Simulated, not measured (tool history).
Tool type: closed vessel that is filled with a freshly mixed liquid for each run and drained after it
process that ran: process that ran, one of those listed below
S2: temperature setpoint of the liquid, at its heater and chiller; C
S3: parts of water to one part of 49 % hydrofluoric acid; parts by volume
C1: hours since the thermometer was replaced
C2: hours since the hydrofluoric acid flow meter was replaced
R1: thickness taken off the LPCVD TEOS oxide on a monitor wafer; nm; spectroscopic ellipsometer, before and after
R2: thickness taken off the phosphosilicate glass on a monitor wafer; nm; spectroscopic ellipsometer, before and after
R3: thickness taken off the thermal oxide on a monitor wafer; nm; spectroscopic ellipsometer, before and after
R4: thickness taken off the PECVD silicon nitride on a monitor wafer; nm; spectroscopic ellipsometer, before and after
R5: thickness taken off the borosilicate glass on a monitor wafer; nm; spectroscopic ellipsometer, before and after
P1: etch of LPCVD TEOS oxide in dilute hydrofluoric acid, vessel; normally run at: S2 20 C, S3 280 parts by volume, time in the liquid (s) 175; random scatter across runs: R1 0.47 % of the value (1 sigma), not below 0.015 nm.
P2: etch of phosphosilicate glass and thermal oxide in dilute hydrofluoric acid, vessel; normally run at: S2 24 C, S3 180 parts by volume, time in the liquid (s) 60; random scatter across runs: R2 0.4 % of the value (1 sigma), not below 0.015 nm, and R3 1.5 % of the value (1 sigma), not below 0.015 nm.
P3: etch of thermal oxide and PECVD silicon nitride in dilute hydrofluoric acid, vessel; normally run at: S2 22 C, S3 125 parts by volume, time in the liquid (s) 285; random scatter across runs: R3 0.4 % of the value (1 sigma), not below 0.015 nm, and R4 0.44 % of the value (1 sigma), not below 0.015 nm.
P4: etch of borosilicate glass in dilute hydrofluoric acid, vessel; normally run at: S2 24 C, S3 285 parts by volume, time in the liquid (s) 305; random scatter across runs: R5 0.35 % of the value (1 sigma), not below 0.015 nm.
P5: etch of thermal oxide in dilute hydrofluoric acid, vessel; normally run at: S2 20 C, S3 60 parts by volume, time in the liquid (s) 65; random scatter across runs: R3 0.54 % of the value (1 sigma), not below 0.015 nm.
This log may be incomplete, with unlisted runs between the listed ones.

run 1 day=0.188 | process_that_ran=P1 S2=20 S3=280 time_in_the_liquid_(s)=175 | C1=673.2 C2=457.9 | R1=7.3988
run 2 day=0.462 | process_that_ran=P2 S2=24 S3=180 time_in_the_liquid_(s)=60 | C1=679.8 C2=464.5 | R2=47.575 R3=1.4428
run 3 day=0.671 | process_that_ran=P3 S2=17 S3=125 time_in_the_liquid_(s)=285 | C1=684.8 C2=469.5 | R3=7.6607 R4=7.5622
run 4 day=0.938 | process_that_ran=P1 S2=23.5 S3=135 time_in_the_liquid_(s)=175 | C1=691.2 C2=475.9 | R1=20.328
run 5 day=1.121 | process_that_ran=P1 S2=20 S3=280 time_in_the_liquid_(s)=40 | C1=695.6 C2=480.3 | R1=1.6999
run 6 day=1.283 | process_that_ran=P5 S2=24.5 S3=60 time_in_the_liquid_(s)=65 | C1=699.5 C2=484.2 | R3=5.4346
run 7 day=1.454 | process_that_ran=P5 S2=20 S3=60 time_in_the_liquid_(s)=65 | C1=703.6 C2=488.3 | R3=4.4655
run 8 day=1.708 | process_that_ran=P1 S2=20 S3=280 time_in_the_liquid_(s)=175 | C1=709.7 C2=494.4 | R1=7.4146
run 9 day=1.958 | process_that_ran=P1 S2=20 S3=280 time_in_the_liquid_(s)=340 | C1=715.7 C2=500.4 | R1=14.501
run 10 day=2.154 | process_that_ran=P1 S2=17 S3=280 time_in_the_liquid_(s)=175 | C1=720.4 C2=505.1 | R1=6.6706
run 11 day=2.375 | process_that_ran=P5 S2=20 S3=60 time_in_the_liquid_(s)=115 | C1=725.7 C2=510.4 | R3=7.8617
run 12 day=2.629 | process_that_ran=P2 S2=24 S3=180 time_in_the_liquid_(s)=30 | C1=731.8 C2=516.5 | R2=23.832 R3=0.7252
run 13 day=2.804 | process_that_ran=P5 S2=20 S3=100 time_in_the_liquid_(s)=65 | C1=736 C2=520.7 | R3=2.5543
run 14 day=3.079 | process_that_ran=P4 S2=17 S3=285 time_in_the_liquid_(s)=305 | C1=742.6 C2=527.3 | R5=18.695
run 15 day=3.3 | process_that_ran=P2 S2=24 S3=30 time_in_the_liquid_(s)=60 | C1=747.9 C2=532.6 | R2=341.84 R3=10.156
run 16 day=3.571 | process_that_ran=P3 S2=22 S3=125 time_in_the_liquid_(s)=285 | C1=754.4 C2=539.1 | R3=9.3799 R4=10.644
run 17 day=3.704 | process_that_ran=P1 S2=25.5 S3=280 time_in_the_liquid_(s)=175 | C1=757.6 C2=542.3 | R1=8.9801
run 18 day=3.954 | process_that_ran=P1 S2=20 S3=280 time_in_the_liquid_(s)=175 | C1=763.6 C2=548.3 | R1=7.4008
-- day=4.062 hydrofluoric acid flow meter replaced
run 19 day=4.233 | process_that_ran=P3 S2=22 S3=125 time_in_the_liquid_(s)=30 | C1=770.3 C2=4.2 | R3=1.0059 R4=1.1245
run 20 day=4.446 | process_that_ran=P3 S2=22 S3=30 time_in_the_liquid_(s)=285 | C1=775.4 C2=9.3 | R3=43.669 R4=43.11
run 21 day=4.642 | process_that_ran=P4 S2=24 S3=285 time_in_the_liquid_(s)=30 | C1=780.1 C2=14 | R5=2.3764
run 22 day=4.812 | process_that_ran=P4 S2=24 S3=115 time_in_the_liquid_(s)=305 | C1=784.2 C2=18.1 | R5=72.293
run 23 day=4.958 | process_that_ran=P1 S2=26.5 S3=280 time_in_the_liquid_(s)=50 | C1=787.7 C2=21.6 | R1=2.6672
run 24 day=5.096 | process_that_ran=P1 S2=20 S3=280 time_in_the_liquid_(s)=175 | C1=791 C2=24.9 | R1=7.4928
run 25 day=5.288 | process_that_ran=P1 S2=20 S3=500 time_in_the_liquid_(s)=175 | C1=795.6 C2=29.5 | R1=3.4553
run 26 day=5.546 | process_that_ran=P1 S2=20 S3=280 time_in_the_liquid_(s)=175 | C1=801.8 C2=35.7 | R1=7.365
run 27 day=5.775 | process_that_ran=P4 S2=24 S3=285 time_in_the_liquid_(s)=305 | C1=807.3 C2=41.2 | R5=24.317
run 28 day=5.946 | process_that_ran=P1 S2=20 S3=85 time_in_the_liquid_(s)=175 | C1=811.4 C2=45.3 | R1=29.573
run 29 day=6.117 | process_that_ran=P2 S2=30.5 S3=180 time_in_the_liquid_(s)=60 | C1=815.5 C2=49.4 | R2=60.167 R3=1.7891
run 30 day=6.267 | process_that_ran=P1 S2=20 S3=280 time_in_the_liquid_(s)=175 | C1=819.1 C2=53 | R1=7.3542
run 31 day=6.417 | process_that_ran=P1 S2=20 S3=280 time_in_the_liquid_(s)=175 | C1=822.7 C2=56.6 | R1=7.298
run 32 day=6.662 | process_that_ran=P1 S2=20 S3=280 time_in_the_liquid_(s)=175 | C1=828.6 C2=62.5 | R1=7.0767
run 33 day=6.917 | process_that_ran=P1 S2=20 S3=280 time_in_the_liquid_(s)=175 | C1=834.7 C2=68.6 | R1=7.0015
run 34 day=7.1 | process_that_ran=P1 S2=20 S3=280 time_in_the_liquid_(s)=175 | C1=839.1 C2=73 | R1=6.9626
run 35 day=7.279 | process_that_ran=P1 S2=20 S3=280 time_in_the_liquid_(s)=175 | C1=843.4 C2=77.3 | R1=7.0166
run 36 day=7.488 | process_that_ran=P1 S2=20 S3=280 time_in_the_liquid_(s)=175 | C1=848.4 C2=82.3 | R1=6.9281
run 37 day=7.683 | process_that_ran=P1 S2=20 S3=280 time_in_the_liquid_(s)=175 | C1=853.1 C2=87 | R1=6.8855

Compared with where it was, what P1 gives has crept away. Each cause listed below fits the log as well as the rest, at the size given for it:
A: hydrofluoric acid flow below the setpoint (%) = 5.24
B: liquid colder than its thermometer reads (K) = 1.82
Onset of the creep was near day 6.267.

Consider the 4 single-wafer check runs listed below, results given as question marks: which one distinguishes between the causes by giving clearly different results for each?
run check 1 day=7.879 | process_that_ran=P4 S2=17 S3=285 time_in_the_liquid_(s)=305 | R5=?
run check 2 day=7.879 | process_that_ran=P3 S2=18.5 S3=65 time_in_the_liquid_(s)=285 | R3=? R4=?
run check 3 day=7.879 | process_that_ran=P2 S2=27 S3=105 time_in_the_liquid_(s)=60 | R2=? R3=?
run check 4 day=7.879 | process_that_ran=P5 S2=20 S3=80 time_in_the_liquid_(s)=65 | R3=?

Outcome of each check run for each possible cause:
check=check_1 result=R5 if_A=17.533 if_B=17.477
check=check_2 result=R3 if_A=15.711 if_B=15.396
check=check_2 result=R4 if_A=15.103 if_B=14.002
check=check_3 result=R2 if_A=94.007 if_B=93.161
check=check_3 result=R3 if_A=2.8382 if_B=2.8127
check=check_4 result=R3 if_A=3.1073 if_B=3.0534
Per check, the gap between the least separated pair of causes, taken in the result that splits them most: check 1 0.32 %; check 2 7.57 %; check 3 0.9 %; check 4 1.75 %
Only in check 2 would the causes give clearly different results; in the remaining checks their results would be nearly the same.

Check 2 has now been run. It gave: R3 15.695 nm; R4 15.083 nm. Which of the candidate causes is it?

Of the candidate causes, it is A: hydrofluoric acid flow below the setpoint (%).
